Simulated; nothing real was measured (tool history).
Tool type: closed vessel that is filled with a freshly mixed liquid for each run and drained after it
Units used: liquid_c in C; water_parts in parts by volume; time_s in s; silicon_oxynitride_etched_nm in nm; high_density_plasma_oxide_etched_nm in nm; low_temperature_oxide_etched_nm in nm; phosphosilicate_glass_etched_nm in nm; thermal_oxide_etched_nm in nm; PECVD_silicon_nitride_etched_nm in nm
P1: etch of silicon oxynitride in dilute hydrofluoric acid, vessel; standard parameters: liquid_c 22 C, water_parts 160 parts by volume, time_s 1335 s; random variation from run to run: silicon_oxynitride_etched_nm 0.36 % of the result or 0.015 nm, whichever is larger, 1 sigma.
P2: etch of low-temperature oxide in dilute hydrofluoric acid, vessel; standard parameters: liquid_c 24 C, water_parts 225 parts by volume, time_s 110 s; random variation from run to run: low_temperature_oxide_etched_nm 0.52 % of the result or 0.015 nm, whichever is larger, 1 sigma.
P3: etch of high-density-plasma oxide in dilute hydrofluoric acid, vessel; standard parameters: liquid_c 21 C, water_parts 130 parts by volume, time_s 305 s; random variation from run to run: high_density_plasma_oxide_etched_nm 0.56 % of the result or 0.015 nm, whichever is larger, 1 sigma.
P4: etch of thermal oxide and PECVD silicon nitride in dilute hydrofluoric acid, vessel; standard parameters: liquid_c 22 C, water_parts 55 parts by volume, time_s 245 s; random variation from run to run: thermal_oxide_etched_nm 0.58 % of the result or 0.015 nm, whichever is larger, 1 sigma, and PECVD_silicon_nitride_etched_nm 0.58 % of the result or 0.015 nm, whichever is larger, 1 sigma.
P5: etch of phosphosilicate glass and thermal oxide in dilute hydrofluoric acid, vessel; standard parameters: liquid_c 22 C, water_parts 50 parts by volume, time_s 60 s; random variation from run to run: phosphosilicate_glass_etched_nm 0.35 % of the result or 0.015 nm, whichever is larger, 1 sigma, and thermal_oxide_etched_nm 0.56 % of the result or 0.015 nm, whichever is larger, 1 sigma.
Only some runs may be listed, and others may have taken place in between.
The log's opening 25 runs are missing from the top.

run	day	process	liquid_c	water_parts	time_s	hours since the thermometer was replaced	hours since the hydrofluoric acid flow meter was replaced	silicon_oxynitride_etched_nm	high_density_plasma_oxide_etched_nm	low_temperature_oxide_etched_nm	phosphosilicate_glass_etched_nm	thermal_oxide_etched_nm	PECVD_silicon_nitride_etched_nm
26	13.092	P1	22	160	1335	840.6	1213.9	17.283					
27	13.429	P1	22	280	1335	848.7	1222	9.0868					
28	13.738	P3	21	210	305	856.1	1229.4		12.591				
29	14.175	P5	22	50	60	866.6	1239.9				123.19	5.7321	
30	14.758	P3	21	130	305	880.6	1253.9		21.923				
31	15.371	P2	24	225	50	895.3	1268.6			2.5749			
32	15.942	P2	24	225	110	909	1282.3			5.7487			
33	16.375	P1	22	160	1335	919.4	1292.7	17.358					
34	16.896	P1	22	160	1335	931.9	1305.2	16.708					
35	17.342	P1	22	160	1335	942.6	1315.9	16.392					
36	17.829	P1	22	160	1335	954.3	1327.6	16.032					
37	18.233	P1	22	160	1335	964	1337.3	15.877					
38	18.704	P1	22	160	1335	975.3	1348.6	15.693					
39	19.221	P1	22	160	1335	987.7	1361	15.614					
40	19.671	P1	22	160	1335	998.5	1371.8	15.692					
41	20.342	P1	22	160	1335	1014.6	1387.9	15.425					
42	20.646	P1	22	160	1335	1021.9	1395.2	15.634					

Forecast run 43:
43	21.138	P1	22	160	1335	1033.7	1407	?					

{"run 43": {"silicon_oxynitride_etched_nm": 15.543}}

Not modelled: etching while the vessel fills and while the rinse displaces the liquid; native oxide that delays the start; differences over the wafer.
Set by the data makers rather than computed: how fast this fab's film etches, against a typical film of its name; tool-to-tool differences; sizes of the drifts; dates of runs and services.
